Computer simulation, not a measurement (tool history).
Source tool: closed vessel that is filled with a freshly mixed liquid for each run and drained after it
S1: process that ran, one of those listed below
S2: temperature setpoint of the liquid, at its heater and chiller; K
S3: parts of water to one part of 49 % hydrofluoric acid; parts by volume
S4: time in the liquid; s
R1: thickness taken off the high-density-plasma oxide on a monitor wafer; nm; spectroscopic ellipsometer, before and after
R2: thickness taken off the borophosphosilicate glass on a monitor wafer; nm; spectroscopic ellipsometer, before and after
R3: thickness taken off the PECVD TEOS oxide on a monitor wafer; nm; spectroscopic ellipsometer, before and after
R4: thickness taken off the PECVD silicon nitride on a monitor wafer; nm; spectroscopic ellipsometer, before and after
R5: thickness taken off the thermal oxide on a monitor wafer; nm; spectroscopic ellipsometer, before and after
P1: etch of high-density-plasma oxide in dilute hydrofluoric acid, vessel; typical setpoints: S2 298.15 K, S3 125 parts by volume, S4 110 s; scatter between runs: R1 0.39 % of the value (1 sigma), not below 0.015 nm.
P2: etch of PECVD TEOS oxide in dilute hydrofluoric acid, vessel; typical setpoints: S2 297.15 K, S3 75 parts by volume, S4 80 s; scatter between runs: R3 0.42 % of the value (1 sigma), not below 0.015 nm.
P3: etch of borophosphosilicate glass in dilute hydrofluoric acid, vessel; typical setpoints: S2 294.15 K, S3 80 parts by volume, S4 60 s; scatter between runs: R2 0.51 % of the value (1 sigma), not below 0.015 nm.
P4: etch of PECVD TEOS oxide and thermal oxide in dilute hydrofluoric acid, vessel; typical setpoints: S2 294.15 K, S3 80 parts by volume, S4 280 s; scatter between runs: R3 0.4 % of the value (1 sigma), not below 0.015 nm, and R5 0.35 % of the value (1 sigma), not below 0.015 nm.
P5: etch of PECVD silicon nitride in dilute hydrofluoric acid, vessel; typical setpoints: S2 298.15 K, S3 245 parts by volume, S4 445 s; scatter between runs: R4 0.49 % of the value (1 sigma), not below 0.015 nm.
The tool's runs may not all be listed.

{"run": 1, "day": 0.558, "S1": "P1", "S2": 298.15, "S3": 125, "S4": 110, "R1": 7.2831}
{"run": 2, "day": 1.112, "S1": "P3", "S2": 294.15, "S3": 80, "S4": 60, "R2": 30.065}
{"run": 3, "day": 1.412, "S1": "P1", "S2": 298.15, "S3": 125, "S4": 30, "R1": 2.0117}
{"run": 4, "day": 1.725, "S1": "P3", "S2": 294.15, "S3": 80, "S4": 60, "R2": 30.041}
{"run": 5, "day": 2.029, "S1": "P1", "S2": 298.15, "S3": 125, "S4": 110, "R1": 7.3547}
{"run": 6, "day": 2.621, "S1": "P3", "S2": 294.15, "S3": 40, "S4": 60, "R2": 63.242}
{"run": 7, "day": 2.971, "S1": "P2", "S2": 297.15, "S3": 75, "S4": 30, "R3": 6.7156}
{"run": 8, "day": 3.546, "S1": "P2", "S2": 303.15, "S3": 75, "S4": 80, "R3": 22.565}
{"run": 9, "day": 3.842, "S1": "P5", "S2": 298.15, "S3": 245, "S4": 445, "R4": 5.8703}
{"run": 10, "day": 4.167, "S1": "P2", "S2": 297.15, "S3": 20, "S4": 80, "R3": 72.115}
{"run": 11, "day": 4.571, "S1": "P5", "S2": 298.15, "S3": 370, "S4": 445, "R4": 3.8962}
{"run": 12, "day": 5.092, "S1": "P4", "S2": 294.15, "S3": 80, "S4": 280, "R3": 36.176, "R5": 15.326}
{"run": 13, "day": 5.696, "S1": "P1", "S2": 290.65, "S3": 125, "S4": 110, "R1": 5.4583}
{"run": 14, "day": 6.229, "S1": "P1", "S2": 298.15, "S3": 125, "S4": 185, "R1": 12.24}
{"run": 15, "day": 6.529, "S1": "P5", "S2": 306.15, "S3": 245, "S4": 445, "R4": 9.4505}
{"day": 6.758, "done": "thermometer replaced"}
{"run": 16, "day": 7.121, "S1": "P1", "S2": 302.65, "S3": 125, "S4": 110, "R1": 8.677}
{"run": 17, "day": 7.446, "S1": "P1", "S2": 298.15, "S3": 190, "S4": 110, "R1": 4.478}
{"run": 18, "day": 7.808, "S1": "P1", "S2": 298.15, "S3": 125, "S4": 110, "R1": 7.2939}
{"run": 19, "day": 8.083, "S1": "P1", "S2": 298.15, "S3": 125, "S4": 110, "R1": 7.3485}
{"run": 20, "day": 8.65, "S1": "P2", "S2": 297.15, "S3": 75, "S4": 80, "R3": 17.924}
{"run": 21, "day": 9.038, "S1": "P5", "S2": 298.15, "S3": 245, "S4": 245, "R4": 3.239}
{"run": 22, "day": 9.5, "S1": "P4", "S2": 294.15, "S3": 80, "S4": 465, "R3": 60.456, "R5": 25.485}
{"run": 23, "day": 9.783, "S1": "P3", "S2": 294.15, "S3": 80, "S4": 30, "R2": 15.143}
{"run": 24, "day": 10.104, "S1": "P3", "S2": 300.65, "S3": 80, "S4": 60, "R2": 39.198}
{"run": 25, "day": 10.708, "S1": "P4", "S2": 294.15, "S3": 80, "S4": 280, "R3": 36.144, "R5": 15.33}

For run 26, what comes out?
{"run": 26, "day": 11.0, "S1": "P4", "S2": 290.15, "S3": 80, "S4": 280, "R3": "?", "R5": "?"}

Run 26 came out at R3 30.752 nm, R5 12.896 nm.
